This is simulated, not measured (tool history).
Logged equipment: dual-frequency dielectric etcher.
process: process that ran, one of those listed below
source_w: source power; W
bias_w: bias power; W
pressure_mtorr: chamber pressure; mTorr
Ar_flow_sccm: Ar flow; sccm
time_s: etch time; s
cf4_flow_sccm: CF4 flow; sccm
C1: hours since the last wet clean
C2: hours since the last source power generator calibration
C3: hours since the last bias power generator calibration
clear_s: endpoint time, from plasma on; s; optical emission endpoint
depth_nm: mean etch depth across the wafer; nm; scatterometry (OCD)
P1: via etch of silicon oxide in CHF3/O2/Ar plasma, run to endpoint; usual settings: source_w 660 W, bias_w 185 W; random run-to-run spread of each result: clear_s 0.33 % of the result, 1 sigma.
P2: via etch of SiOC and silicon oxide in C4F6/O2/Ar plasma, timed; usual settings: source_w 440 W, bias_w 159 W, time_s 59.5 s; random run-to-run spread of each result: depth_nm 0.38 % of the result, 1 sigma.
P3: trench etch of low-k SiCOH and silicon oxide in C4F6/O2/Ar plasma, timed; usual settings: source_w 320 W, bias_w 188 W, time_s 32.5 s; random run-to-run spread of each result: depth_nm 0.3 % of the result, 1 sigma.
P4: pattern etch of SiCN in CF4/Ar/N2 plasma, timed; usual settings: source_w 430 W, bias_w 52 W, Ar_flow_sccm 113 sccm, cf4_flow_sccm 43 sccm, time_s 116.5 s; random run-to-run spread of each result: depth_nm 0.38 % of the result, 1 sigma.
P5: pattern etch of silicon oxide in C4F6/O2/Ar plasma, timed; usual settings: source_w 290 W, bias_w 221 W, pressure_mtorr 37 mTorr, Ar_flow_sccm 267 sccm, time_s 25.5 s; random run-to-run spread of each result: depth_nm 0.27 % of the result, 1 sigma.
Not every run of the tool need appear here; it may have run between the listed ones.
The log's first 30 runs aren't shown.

Run 31, day 9.629: process P3, source_w 420 W, bias_w 188 W, time_s 32.5 s; C1 126.8; C2 786.4; C3 1299.3. Result: depth_nm 102.08 nm.
Run 32, day 9.9: process P1, source_w 660 W, bias_w 185 W; C1 133.3; C2 792.9; C3 1305.8. Result: clear_s 329.05 s.
Run 33, day 10.15: process P2, source_w 440 W, bias_w 159 W, time_s 37 s; C1 139.3; C2 798.9; C3 1311.8. Result: depth_nm 41.14 nm.
Run 34, day 10.358: process P1, source_w 440 W, bias_w 185 W; C1 144.3; C2 803.9; C3 1316.8. Result: clear_s 384.52 s.
Run 35, day 10.75: process P5, source_w 290 W, bias_w 221 W, pressure_mtorr 37 mTorr, Ar_flow_sccm 338 sccm, time_s 25.5 s; C1 153.7; C2 813.3; C3 1326.2. Result: depth_nm 71.524 nm.
Run 36, day 11.075: process P4, source_w 430 W, bias_w 52 W, Ar_flow_sccm 113 sccm, time_s 116.5 s, cf4_flow_sccm 43 sccm; C1 161.5; C2 821.1; C3 1334. Result: depth_nm 77.024 nm.
Run 37, day 11.317: process P1, source_w 660 W, bias_w 185 W; C1 167.3; C2 826.9; C3 1339.8. Result: clear_s 328.03 s.
Run 38, day 11.712: process P1, source_w 660 W, bias_w 185 W; C1 176.8; C2 836.4; C3 1349.3. Result: clear_s 332.72 s.
Run 39, day 11.992: process P1, source_w 660 W, bias_w 185 W; C1 183.5; C2 843.1; C3 1356. Result: clear_s 331.5 s.
Run 40, day 12.383: process P1, source_w 660 W, bias_w 185 W; C1 192.9; C2 852.5; C3 1365.4. Result: clear_s 331.99 s.
Run 41, day 12.717: process P1, source_w 660 W, bias_w 185 W; C1 200.9; C2 860.5; C3 1373.4. Result: clear_s 333.19 s.

Predict the results of run 42:
Run 42, day 13.062: process P1, source_w 660 W, bias_w 185 W; C1 209.2; C2 868.8; C3 1381.7. Result: clear_s ?.

clear_s: 332.32 s

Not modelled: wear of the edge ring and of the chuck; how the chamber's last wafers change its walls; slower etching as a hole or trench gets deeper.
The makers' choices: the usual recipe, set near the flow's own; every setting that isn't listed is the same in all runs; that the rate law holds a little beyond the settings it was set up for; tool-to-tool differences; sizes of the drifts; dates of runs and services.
